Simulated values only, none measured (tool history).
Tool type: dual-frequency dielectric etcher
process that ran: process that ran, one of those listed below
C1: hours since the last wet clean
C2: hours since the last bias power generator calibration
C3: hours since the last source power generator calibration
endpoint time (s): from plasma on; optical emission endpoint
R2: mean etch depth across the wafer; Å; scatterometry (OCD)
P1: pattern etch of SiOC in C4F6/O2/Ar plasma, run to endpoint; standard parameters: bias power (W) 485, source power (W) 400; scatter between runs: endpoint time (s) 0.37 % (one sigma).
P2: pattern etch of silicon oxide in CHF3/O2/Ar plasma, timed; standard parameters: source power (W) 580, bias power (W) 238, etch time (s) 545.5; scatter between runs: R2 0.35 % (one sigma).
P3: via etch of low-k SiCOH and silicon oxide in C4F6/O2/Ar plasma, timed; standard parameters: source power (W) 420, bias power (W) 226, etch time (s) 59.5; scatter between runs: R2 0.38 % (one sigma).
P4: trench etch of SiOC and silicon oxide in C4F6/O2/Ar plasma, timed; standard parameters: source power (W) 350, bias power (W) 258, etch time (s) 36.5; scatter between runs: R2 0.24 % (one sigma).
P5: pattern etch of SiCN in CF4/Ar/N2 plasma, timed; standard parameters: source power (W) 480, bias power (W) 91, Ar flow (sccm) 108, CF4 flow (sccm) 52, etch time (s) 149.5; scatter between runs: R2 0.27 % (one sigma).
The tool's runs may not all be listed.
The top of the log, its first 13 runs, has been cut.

Run 14, hour 134.3: process that ran P2, bias power (W) 238, source power (W) 580, etch time (s) 300.0; C1 584.2; C2 1816.9; C3 1988.2. Result: R2 6354.90 Å.
Run 15, hour 146.7: process that ran P2, bias power (W) 238, source power (W) 580, etch time (s) 545.5; C1 596.6; C2 1829.3; C3 2000.6. Result: R2 11602.00 Å.
Run 16, hour 156.5: process that ran P3, bias power (W) 301, source power (W) 420, etch time (s) 59.5; C1 606.4; C2 1839.1; C3 2010.4. Result: R2 2039.70 Å.
Run 17, hour 168.4: process that ran P5, bias power (W) 91, source power (W) 300, etch time (s) 149.5, Ar flow (sccm) 108, CF4 flow (sccm) 52; C1 618.3; C2 1851.0; C3 2022.3. Result: R2 921.95 Å.
Run 18, hour 181.7: process that ran P4, bias power (W) 258, source power (W) 230, etch time (s) 36.5; C1 631.6; C2 1864.3; C3 2035.6. Result: R2 655.13 Å.
Run 19, hour 189.8: process that ran P1, bias power (W) 485, source power (W) 400; C1 639.7; C2 1872.4; C3 2043.7. Result: endpoint time (s) 15.241.
Run 20, hour 201.8: process that ran P5, bias power (W) 91, source power (W) 480, etch time (s) 149.5, Ar flow (sccm) 108, CF4 flow (sccm) 36; C1 651.7; C2 1884.4; C3 2055.7. Result: R2 1303.30 Å.
Run 21, hour 209.5: process that ran P5, bias power (W) 126, source power (W) 480, etch time (s) 149.5, Ar flow (sccm) 108, CF4 flow (sccm) 52; C1 659.4; C2 1892.1; C3 2063.4. Result: R2 1574.30 Å.

For run 22, what comes out?
Run 22, hour 221.1: process that ran P3, bias power (W) 226, source power (W) 420, etch time (s) 83.5; C1 671.0; C2 1903.7; C3 2075.0. Result: R2 ?.

Run 22 gave R2 2590.60 Å.
